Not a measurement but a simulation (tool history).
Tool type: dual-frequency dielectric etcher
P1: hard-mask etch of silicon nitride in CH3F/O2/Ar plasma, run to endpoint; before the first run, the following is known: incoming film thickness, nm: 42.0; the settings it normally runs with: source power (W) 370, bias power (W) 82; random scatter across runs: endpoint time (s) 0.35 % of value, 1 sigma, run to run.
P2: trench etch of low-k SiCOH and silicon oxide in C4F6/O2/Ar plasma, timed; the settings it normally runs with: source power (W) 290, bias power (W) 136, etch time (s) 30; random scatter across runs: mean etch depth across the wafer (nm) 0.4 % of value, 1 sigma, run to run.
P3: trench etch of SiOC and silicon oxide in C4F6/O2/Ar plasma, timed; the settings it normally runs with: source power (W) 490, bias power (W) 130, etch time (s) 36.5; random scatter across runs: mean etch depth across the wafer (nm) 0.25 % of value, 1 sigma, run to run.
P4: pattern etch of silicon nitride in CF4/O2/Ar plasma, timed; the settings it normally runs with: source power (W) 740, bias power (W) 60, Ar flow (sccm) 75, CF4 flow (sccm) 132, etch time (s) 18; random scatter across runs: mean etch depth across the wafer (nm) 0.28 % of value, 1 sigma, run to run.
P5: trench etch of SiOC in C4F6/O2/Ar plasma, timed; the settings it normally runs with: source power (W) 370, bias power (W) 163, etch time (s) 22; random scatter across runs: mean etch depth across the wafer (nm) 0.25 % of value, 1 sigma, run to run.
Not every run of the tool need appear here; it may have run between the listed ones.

| run | hour | process that ran | source power (W) | bias power (W) | etch time (s) | Ar flow (sccm) | CF4 flow (sccm) | endpoint time (s) | mean etch depth across the wafer (nm) |
|---|---|---|---|---|---|---|---|---|---|
| 1 | 7.6 | P1 | 370 | 82 |  |  |  | 58.815 |  |
| 2 | 19.5 | P2 | 290 | 136 | 30 |  |  |  | 74.375 |
| 3 | 29.8 | P4 | 740 | 60 | 26 | 75 | 132 |  | 77.218 |
| 4 | 39.5 | P1 | 260 | 82 |  |  |  | 67.289 |  |
|  | 43.6 | wet clean of the chamber |
| 5 | 47.2 | P4 | 740 | 60 | 18 | 75 | 132 |  | 53.544 |
| 6 | 55.3 | P2 | 290 | 136 | 30 |  |  |  | 75.165 |
| 7 | 68.9 | P5 | 450 | 163 | 22 |  |  |  | 44.667 |
| 8 | 82.6 | P4 | 480 | 60 | 18 | 75 | 132 |  | 36.561 |
| 9 | 96.4 | P4 | 740 | 75 | 18 | 75 | 132 |  | 58.006 |
| 10 | 105.3 | P4 | 740 | 60 | 18 | 75 | 98 |  | 51.905 |
| 11 | 112.4 | P1 | 370 | 101 |  |  |  | 54.396 |  |
| 12 | 125.8 | P5 | 370 | 163 | 32 |  |  |  | 60.339 |
| 13 | 137 | P3 | 330 | 130 | 36.5 |  |  |  | 61.152 |
| 14 | 144.5 | P1 | 370 | 82 |  |  |  | 58.959 |  |
| 15 | 152.6 | P1 | 370 | 82 |  |  |  | 58.924 |  |
| 16 | 166.3 | P1 | 520 | 82 |  |  |  | 52.042 |  |
| 17 | 178.9 | P3 | 490 | 172 | 36.5 |  |  |  | 77.519 |
| 18 | 186.1 | P2 | 390 | 136 | 30 |  |  |  | 84.858 |
| 19 | 197.4 | P5 | 370 | 96 | 22 |  |  |  | 35.478 |
| 20 | 207 | P3 | 490 | 130 | 49 |  |  |  | 95.907 |
| 21 | 214.7 | P4 | 740 | 60 | 18 | 55 | 132 |  | 55.023 |
|  | 217.7 | bias power generator calibrated |
| 22 | 224.6 | P1 | 370 | 60 |  |  |  | 65.397 |  |
| 23 | 237.6 | P1 | 250 | 113 |  |  |  | 60.83 |  |
| 24 | 245.9 | P2 | 290 | 136 | 18.5 |  |  |  | 46.243 |
| 25 | 256.3 | P2 | 290 | 186 | 30 |  |  |  | 83.298 |
| 26 | 268.5 | P5 | 370 | 163 | 22 |  |  |  | 41.548 |
| 27 | 279.3 | P3 | 490 | 130 | 36.5 |  |  |  | 71.783 |
| 28 | 287.6 | P1 | 370 | 82 |  |  |  | 59.037 |  |
| 29 | 301.5 | P1 | 370 | 82 |  |  |  | 58.6 |  |
| 30 | 315.4 | P1 | 370 | 82 |  |  |  | 58.951 |  |
| 31 | 324.7 | P1 | 370 | 82 |  |  |  | 59.204 |  |
| 32 | 336.9 | P1 | 370 | 82 |  |  |  | 59.53 |  |
| 33 | 350.8 | P1 | 370 | 82 |  |  |  | 59.759 |  |
| 34 | 361.3 | P1 | 370 | 82 |  |  |  | 59.954 |  |
|  | 362.5 | wet clean of the chamber |
| 35 | 370.4 | P1 | 370 | 82 |  |  |  | 60.071 |  |
| 36 | 383.1 | P1 | 370 | 82 |  |  |  | 59.857 |  |
| 37 | 392.9 | P1 | 370 | 82 |  |  |  | 59.687 |  |

What P1 gives has crept off from where it sat before. The 2 causes that follow fit the log equally well, each at the size noted:
A: source power that arrives under what is set, % = 4.6
B: bias power that arrives under what is set, % = 4.89
Onset of the creep was near hour 315.4.
What rules out each remaining cause:
chamber walls in a state that lowers the etch rate, %: serviced at hour 362.5, which brought nothing back

Below are 4 check runs, each on a single wafer, with their results shown as question marks. Which of them would tell the listed causes apart, meaning the causes would give clearly different results under it?
| check 1 | 402.7 | P5 | 370 | 116 | 32 |  |  |  | ? |
| check 2 | 402.7 | P3 | 490 | 153 | 47.5 |  |  |  | ? |
| check 3 | 402.7 | P4 | 740 | 60 | 25 | 75 | 132 |  | ? |
| check 4 | 402.7 | P2 | 380 | 177 | 30 |  |  |  | ? |

How each check would come out, cause by cause:
| check | result | if A | if B |
|---|---|---|---|
| check 1 | mean etch depth across the wafer (nm) | 53.57 | 53.812 |
| check 2 | mean etch depth across the wafer (nm) | 95.879 | 96.228 |
| check 3 | mean etch depth across the wafer (nm) | 71.189 | 72.891 |
| check 4 | mean etch depth across the wafer (nm) | 88.786 | 89.015 |
Distance between the nearest two causes, measured in the result of the check that separates them most: check 1 0.45 %; check 2 0.36 %; check 3 2.36 %; check 4 0.26 %
Check 3 distinguishes between the causes, while the remaining checks would return nearly the same result for all of them.

Running check 3 produced the following: mean etch depth across the wafer (nm) 71.09. Which one of the listed causes fits?

It was cause A: source power that arrives under what is set, %.

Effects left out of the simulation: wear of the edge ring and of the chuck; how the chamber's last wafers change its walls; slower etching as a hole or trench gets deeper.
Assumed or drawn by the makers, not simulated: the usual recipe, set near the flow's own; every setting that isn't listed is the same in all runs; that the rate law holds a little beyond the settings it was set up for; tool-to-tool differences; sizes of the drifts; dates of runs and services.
